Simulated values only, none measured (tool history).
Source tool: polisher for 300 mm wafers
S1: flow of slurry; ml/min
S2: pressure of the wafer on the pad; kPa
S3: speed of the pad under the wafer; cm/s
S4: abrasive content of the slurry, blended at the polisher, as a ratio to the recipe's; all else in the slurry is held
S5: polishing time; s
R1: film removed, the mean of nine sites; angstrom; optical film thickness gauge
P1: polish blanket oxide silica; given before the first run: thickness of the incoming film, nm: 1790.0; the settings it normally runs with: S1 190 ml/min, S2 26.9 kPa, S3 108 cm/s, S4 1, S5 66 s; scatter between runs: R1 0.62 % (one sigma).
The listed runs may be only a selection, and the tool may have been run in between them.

run 1 day=0.425 | S1=190 S2=26.9 S3=108 S4=1 S5=66 | R1=1807.8
run 2 day=1.058 | S1=190 S2=41.4 S3=108 S4=1 S5=66 | R1=2804.5
run 3 day=1.592 | S1=190 S2=13.1 S3=108 S4=1 S5=66 | R1=901.97
run 4 day=2.312 | S1=190 S2=26.9 S3=108 S4=1 S5=66 | R1=1826.1
run 5 day=2.917 | S1=295 S2=26.9 S3=108 S4=1 S5=66 | R1=1913.9
run 6 day=3.592 | S1=190 S2=26.9 S3=72 S4=1 S5=66 | R1=1315.2
run 7 day=4.125 | S1=190 S2=26.9 S3=108 S4=1 S5=103 | R1=2857.6
run 8 day=4.612 | S1=130 S2=26.9 S3=108 S4=1 S5=66 | R1=1706.9
run 9 day=5.104 | S1=190 S2=26.9 S3=108 S4=1 S5=66 | R1=1809.7
run 10 day=5.704 | S1=190 S2=26.9 S3=108 S4=1.35 S5=99 | R1=3095.7
-- day=5.992 conditioning disc replaced and pad reconditioned
run 11 day=6.025 | S1=190 S2=26.9 S3=108 S4=1 S5=39 | R1=1081.2
run 12 day=6.725 | S1=190 S2=26.9 S3=108 S4=1 S5=66 | R1=1801.1
run 13 day=7.171 | S1=190 S2=26.9 S3=108 S4=1.35 S5=66 | R1=2065.7
run 14 day=7.775 | S1=190 S2=26.9 S3=108 S4=0.8 S5=66 | R1=1641.2
-- day=8.2 head pressure recalibrated
run 15 day=8.267 | S1=190 S2=26.9 S3=162 S4=1 S5=66 | R1=2520.4
run 16 day=8.867 | S1=190 S2=26.9 S3=108 S4=1 S5=66 | R1=1813.4
run 17 day=9.583 | S1=190 S2=26.9 S3=108 S4=1 S5=66 | R1=1816.5
run 18 day=10.15 | S1=190 S2=26.9 S3=108 S4=1 S5=66 | R1=1790.9
run 19 day=10.554 | S1=190 S2=26.9 S3=108 S4=1 S5=66 | R1=1781.6
run 20 day=11.075 | S1=190 S2=26.9 S3=108 S4=1 S5=66 | R1=1745.1
run 21 day=11.579 | S1=190 S2=26.9 S3=108 S4=1 S5=66 | R1=1727.5
-- day=11.671 conditioning disc replaced and pad reconditioned
run 22 day=12.025 | S1=190 S2=26.9 S3=108 S4=1 S5=66 | R1=1729
-- day=12.3 slurry blender recalibrated
-- day=12.554 worn pad replaced by a new one
run 23 day=12.658 | S1=190 S2=26.9 S3=108 S4=1 S5=66 | R1=1708
run 24 day=13.158 | S1=190 S2=26.9 S3=108 S4=1 S5=66 | R1=1710.2

What will run 25 give?
run 25 day=13.525 | S1=190 S2=26.9 S3=108 S4=1 S5=66 | R1=?

{"run 25": {"R1": 1708.2}}
